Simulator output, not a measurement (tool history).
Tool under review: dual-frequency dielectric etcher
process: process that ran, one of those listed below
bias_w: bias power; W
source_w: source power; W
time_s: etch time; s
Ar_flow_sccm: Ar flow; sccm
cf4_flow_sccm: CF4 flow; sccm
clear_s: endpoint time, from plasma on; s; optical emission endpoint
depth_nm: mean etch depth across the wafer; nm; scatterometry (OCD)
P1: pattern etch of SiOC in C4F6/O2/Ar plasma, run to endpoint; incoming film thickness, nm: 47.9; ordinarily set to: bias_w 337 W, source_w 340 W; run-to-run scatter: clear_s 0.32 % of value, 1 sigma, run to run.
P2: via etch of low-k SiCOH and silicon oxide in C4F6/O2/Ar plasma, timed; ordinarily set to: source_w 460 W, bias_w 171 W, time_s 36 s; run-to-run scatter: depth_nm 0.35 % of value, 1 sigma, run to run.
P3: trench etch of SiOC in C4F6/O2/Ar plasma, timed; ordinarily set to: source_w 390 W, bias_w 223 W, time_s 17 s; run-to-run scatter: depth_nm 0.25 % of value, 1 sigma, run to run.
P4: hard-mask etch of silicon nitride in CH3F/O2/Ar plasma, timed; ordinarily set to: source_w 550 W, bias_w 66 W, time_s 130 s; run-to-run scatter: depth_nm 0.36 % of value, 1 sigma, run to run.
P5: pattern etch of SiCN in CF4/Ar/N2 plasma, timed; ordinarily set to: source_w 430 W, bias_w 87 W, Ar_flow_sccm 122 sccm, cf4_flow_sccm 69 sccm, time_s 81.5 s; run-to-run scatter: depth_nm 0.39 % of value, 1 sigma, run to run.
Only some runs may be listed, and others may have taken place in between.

run   hour  process  bias_w  source_w  time_s  Ar_flow_sccm  cf4_flow_sccm  hours since the last wet clean  hours since the last bias power generator calibration  hours since the last source power generator calibration  clear_s  depth_nm
  1    9.6       P1     337       340                                                                335.5                                                 1968.3                                                    843.4   20.338
  2   16.4       P3     173       390      17                                                        342.3                                                 1975.1                                                    850.2             33.823
  3     23       P1     337       460                                                                348.9                                                 1981.7                                                    856.8   18.116
  4   31.3       P1     423       400                                                                357.2                                                   1990                                                    865.1   17.724
  5   40.8       P1     337       340                                                                366.7                                                 1999.5                                                    874.6   20.344
  6   47.7       P5      87       430    81.5           122             69                           373.6                                                 2006.4                                                    881.5              70.67
  7   54.9       P5      87       430    81.5           122             84                           380.8                                                 2013.6                                                    888.7             72.789
  8   66.4       P4      66       550    85.5                                                        392.3                                                 2025.1                                                    900.2             66.246
  9   75.9       P1     458       340                                                                401.8                                                 2034.6                                                    909.7   18.171
 10   83.1       P3     223       390    23.5                                                          409                                                 2041.8                                                    916.9             50.665
 11   97.8       P3     223       390      17                                                        423.7                                                 2056.5                                                    931.6             36.641
 12  105.5       P1     337       340                                                                431.4                                                 2064.2                                                    939.3   20.446
 13  117.5       P1     337       340                                                                443.4                                                 2076.2                                                    951.3   20.466
 14  132.1       P4      66       550     130                                                          458                                                 2090.8                                                    965.9             101.74
 15  141.9       P2     206       460      36                                                        467.8                                                 2100.6                                                    975.7             104.45
 16  152.6       P5      64       430    81.5           122             69                           478.5                                                 2111.3                                                    986.4             63.481
 17  162.4       P3     223       390      17                                                        488.3                                                 2121.1                                                    996.2             36.657
 18  172.3       P1     222       340                                                                498.2                                                   2131                                                   1006.1   23.543
 19    179       P1     337       210                                                                504.9                                                 2137.7                                                   1012.8   24.498
 20  192.6       P1     207       460                                                                518.5                                                 2151.3                                                   1026.4   21.453
 21  206.3       P1     337       340                                                                532.2                                                   2165                                                   1040.1   20.457
 22  214.7       P1     455       210                                                                540.6                                                 2173.4                                                   1048.5   21.824
 23  224.6       P5      87       560    81.5           122             69                           550.5                                                 2183.3                                                   1058.4             89.555
 24  232.7       P3     223       530      17                                                        558.6                                                 2191.4                                                   1066.5             41.175
 25    246       P5      87       430    81.5            89             69                           571.9                                                 2204.7                                                   1079.8             74.059
 26  252.5       P2     171       460      23                                                        578.4                                                 2211.2                                                   1086.3              62.68
 27  265.8       P1     337       340                                                                591.7                                                 2224.5                                                   1099.6   20.377
 28  273.4       P1     337       340                                                                599.3                                                 2232.1                                                   1107.2   20.464
 29  283.4       P4      66       340     130                                                        609.3                                                 2242.1                                                   1117.2             84.349
 30  295.2       P5      87       430     115           122             69                           621.1                                                 2253.9                                                     1129             99.761
 31  309.7       P4      51       550     130                                                        635.6                                                 2268.4                                                   1143.5             93.418
 32  321.8       P2     171       460      36                                                        647.7                                                 2280.5                                                   1155.6             97.451
 33  335.3       P2     171       330      36                                                        661.2                                                   2294                                                   1169.1             86.038
 34  342.5       P1     337       340                                                                668.4                                                 2301.2                                                   1176.3   20.389
 35  354.8       P1     337       340                                                                680.7                                                 2313.5                                                   1188.6   20.285
 36  362.5       P1     337       340                                                                688.4                                                 2321.2                                                   1196.3   20.209
 37  373.3       P1     337       340                                                                699.2                                                   2332                                                   1207.1   20.115
     378.3  -- wet clean of the chamber
 38  380.2       P1     337       340                                                                  1.9                                                 2338.9                                                     1214    20.17
 39  386.7       P1     337       340                                                                  8.4                                                 2345.4                                                   1220.5   20.173
 40  398.8       P1     337       340                                                                 20.5                                                 2357.5                                                   1232.6   20.209
 41  411.5       P1     337       340                                                                 33.2                                                 2370.2                                                   1245.3   20.129
 42  419.8       P1     337       340                                                                 41.5                                                 2378.5                                                   1253.6   20.056
 43    427       P1     337       340                                                                 48.7                                                 2385.7                                                   1260.8   20.141

Compared with where it was, what P1 gives has crept away. Each cause listed below fits the log as well as the rest, at the size given for it:
A: bias power that arrives over what is set, % = 4.7
B: source power that arrives over what is set, % = 4.45
The gradual shift began around hour 342.5.
All other causes, with the reason each is excluded:
chamber walls in a state that raises the etch rate, %: work on it at hour 378.3, done after the drift set in, did not restore what the process gave before

The list below offers 4 check runs, each averaging the results of 2 wafers, and shows each result as a question mark. For which of them would the listed causes give clearly different results?
check 1  434.2       P5      87       430    81.5           122             69                                                                                                                                                                  ?
check 2  434.2       P2     171       460      36                                                                                                                                                                                               ?
check 3  434.2       P3     223       390      17                                                                                                                                                                                               ?
check 4  434.2       P4      66       550     130                                                                                                                                                                                               ?

Predicted outcomes, by check and by cause:
  check    result    if A    if B
check 1  depth_nm  71.904   73.41
check 2  depth_nm   99.48   99.76
check 3  depth_nm  37.196  37.249
check 4  depth_nm  103.09  103.26
Distance between the nearest two causes, measured in the result of the check that separates them most: check 1 2.07 %; check 2 0.28 %; check 3 0.14 %; check 4 0.16 %
Only check 1 tells the causes apart: in the others they would give nearly the same result.

Check 1 was then run and gave: depth_nm 71.982 nm. Which cause is it?

Of the candidate causes, it is A: bias power that arrives over what is set, %.

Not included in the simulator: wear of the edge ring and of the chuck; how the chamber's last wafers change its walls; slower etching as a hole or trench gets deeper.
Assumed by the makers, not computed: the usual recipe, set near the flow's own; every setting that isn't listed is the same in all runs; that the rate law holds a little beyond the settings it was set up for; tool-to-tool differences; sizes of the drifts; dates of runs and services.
